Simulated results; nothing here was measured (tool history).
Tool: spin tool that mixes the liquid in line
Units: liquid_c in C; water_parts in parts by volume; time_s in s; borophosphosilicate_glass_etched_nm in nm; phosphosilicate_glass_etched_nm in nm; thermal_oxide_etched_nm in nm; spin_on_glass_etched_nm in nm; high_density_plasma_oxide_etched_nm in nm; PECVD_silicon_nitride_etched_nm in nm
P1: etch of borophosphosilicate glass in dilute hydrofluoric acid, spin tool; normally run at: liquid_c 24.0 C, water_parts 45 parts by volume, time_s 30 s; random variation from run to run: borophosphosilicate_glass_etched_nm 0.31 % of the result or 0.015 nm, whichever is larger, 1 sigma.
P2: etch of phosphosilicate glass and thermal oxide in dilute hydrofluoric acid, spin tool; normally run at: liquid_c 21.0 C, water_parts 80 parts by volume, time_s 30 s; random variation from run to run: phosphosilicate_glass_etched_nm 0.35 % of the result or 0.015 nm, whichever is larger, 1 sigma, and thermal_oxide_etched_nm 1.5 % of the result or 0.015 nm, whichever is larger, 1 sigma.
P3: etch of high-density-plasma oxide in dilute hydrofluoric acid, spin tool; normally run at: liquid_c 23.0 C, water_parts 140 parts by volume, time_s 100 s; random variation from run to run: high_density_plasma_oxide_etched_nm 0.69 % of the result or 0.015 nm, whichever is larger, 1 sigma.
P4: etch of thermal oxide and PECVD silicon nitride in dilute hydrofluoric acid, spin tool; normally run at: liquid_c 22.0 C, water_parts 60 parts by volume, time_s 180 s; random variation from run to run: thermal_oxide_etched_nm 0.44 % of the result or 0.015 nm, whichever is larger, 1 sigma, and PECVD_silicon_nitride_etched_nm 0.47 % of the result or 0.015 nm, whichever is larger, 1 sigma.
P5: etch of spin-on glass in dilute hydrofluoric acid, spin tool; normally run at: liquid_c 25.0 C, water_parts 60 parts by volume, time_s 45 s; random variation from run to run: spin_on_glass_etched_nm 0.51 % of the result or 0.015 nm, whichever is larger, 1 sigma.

run,hour,process,liquid_c,water_parts,time_s,hours since the thermometer was replaced,hours since the hydrofluoric acid flow meter was replaced,borophosphosilicate_glass_etched_nm,phosphosilicate_glass_etched_nm,thermal_oxide_etched_nm,spin_on_glass_etched_nm,high_density_plasma_oxide_etched_nm,PECVD_silicon_nitride_etched_nm
1,12.4,P1,24.0,45,30,1095.9,969.4,18.5190,,,,,
2,21.4,P1,24.0,45,60,1104.9,978.4,37.0890,,,,,
3,32.5,P1,24.0,45,30,1116.0,989.5,18.5640,,,,,
4,43.0,P2,21.0,80,15,1126.5,1000.0,,20.646,0.79055,,,
5,53.0,P5,17.0,60,45,1136.5,1010.0,,,,22.327,,
# hour 56.9: hydrofluoric acid flow meter replaced
6,65.8,P3,18.5,140,100,1149.3,9.0,,,,,3.2998,
7,82.7,P1,24.0,45,30,1166.2,25.9,18.4100,,,,,
8,96.4,P2,21.0,80,30,1179.9,39.6,,41.393,1.66040,,,
9,108.3,P1,24.0,70,30,1191.8,51.5,11.5430,,,,,
10,125.2,P2,21.0,115,30,1208.7,68.4,,27.466,1.12930,,,
11,133.4,P5,25.0,95,45,1216.9,76.6,,,,18.587,,
12,149.8,P1,24.0,45,30,1233.3,93.0,18.5080,,,,,
13,157.3,P1,24.0,25,30,1240.8,100.5,34.3390,,,,,
14,172.2,P2,26.5,80,30,1255.7,115.4,,51.398,2.03660,,,
15,188.0,P1,17.0,45,50,1271.5,131.2,22.9420,,,,,
16,195.7,P4,22.0,20,180,1279.2,138.9,,,41.95900,,,12.9130
17,205.8,P5,25.0,60,80,1289.3,149.0,,,,55.643,,
18,215.1,P4,22.0,60,180,1298.6,158.3,,,13.30500,,,4.5293
19,229.2,P3,23.0,140,185,1312.7,172.4,,,,,7.4318,
20,239.7,P4,17.0,60,180,1323.2,182.9,,,10.72800,,,3.1851
21,248.4,P3,23.0,140,100,1331.9,191.6,,,,,4.0159,
22,258.8,P1,28.0,45,30,1342.3,202.0,21.7930,,,,,
23,274.9,P1,24.0,45,30,1358.4,218.1,18.5210,,,,,
24,289.9,P1,24.0,45,15,1373.4,233.1,9.2607,,,,,
25,304.2,P3,23.0,240,100,1387.7,247.4,,,,,2.0580,
26,312.3,P4,22.0,60,75,1395.8,255.5,,,5.49330,,,1.8582
27,326.4,P5,25.0,60,45,1409.9,269.6,,,,31.203,,
28,337.9,P1,24.0,45,30,1421.4,281.1,18.5410,,,,,
29,351.3,P1,17.5,45,30,1434.8,294.5,14.1230,,,,,
30,366.4,P1,24.0,45,30,1449.9,309.6,18.4690,,,,,
31,374.0,P1,24.0,45,30,1457.5,317.2,18.2420,,,,,
32,384.7,P1,24.0,45,30,1468.2,327.9,17.9780,,,,,
33,398.5,P1,24.0,45,30,1482.0,341.7,17.5880,,,,,
34,411.7,P1,24.0,45,30,1495.2,354.9,17.5480,,,,,
35,424.8,P1,24.0,45,30,1508.3,368.0,17.3220,,,,,
36,440.7,P1,24.0,45,30,1524.2,383.9,17.1810,,,,,
37,454.8,P1,24.0,45,30,1538.3,398.0,17.1810,,,,,
38,463.7,P1,24.0,45,30,1547.2,406.9,17.1750,,,,,
39,476.3,P1,24.0,45,30,1559.8,419.5,17.1570,,,,,
40,487.7,P1,24.0,45,30,1571.2,430.9,17.1520,,,,,
41,498.8,P1,24.0,45,30,1582.3,442.0,17.1010,,,,,

What P1 gives has crept away from where it was. These 2 causes fit the log equally well, each at the size given:
A: hydrofluoric acid flow below the setpoint (%) = 7.17
B: liquid colder than its thermometer reads (K) = 1.9
The creep began at about hour 366.4.

4 check runs are offered, one wafer each, their results left as question marks. Which one tells the causes apart?
check 1,509.9,P3,23.0,140,100,,,,,,,?,
check 2,509.9,P2,21.0,80,30,,,,?,?,,,
check 3,509.9,P4,22.0,60,180,,,,,?,,,?
check 4,509.9,P5,25.0,60,45,,,,,,?,,

What each check would give under each cause:
check,result,if A,if B
check 1,high_density_plasma_oxide_etched_nm,3.6604,3.7044
check 2,phosphosilicate_glass_etched_nm,38.008,38.108
check 2,thermal_oxide_etched_nm,1.51710,1.52110
check 3,thermal_oxide_etched_nm,12.21300,12.22100
check 3,PECVD_silicon_nitride_etched_nm,4.1793,3.9451
check 4,spin_on_glass_etched_nm,28.778,28.864
How far apart the two closest causes lie, in the result that separates them most: check 1 1.2 %; check 2 0.26 %; check 3 5.77 %; check 4 0.3 %
Check 3 tells the causes apart: in the others they would give nearly the same result.

Then check 3 was run and gave: thermal_oxide_etched_nm 12.13600 nm; PECVD_silicon_nitride_etched_nm 4.1762 nm. Which cause is it?

It is A: hydrofluoric acid flow below the setpoint (%).
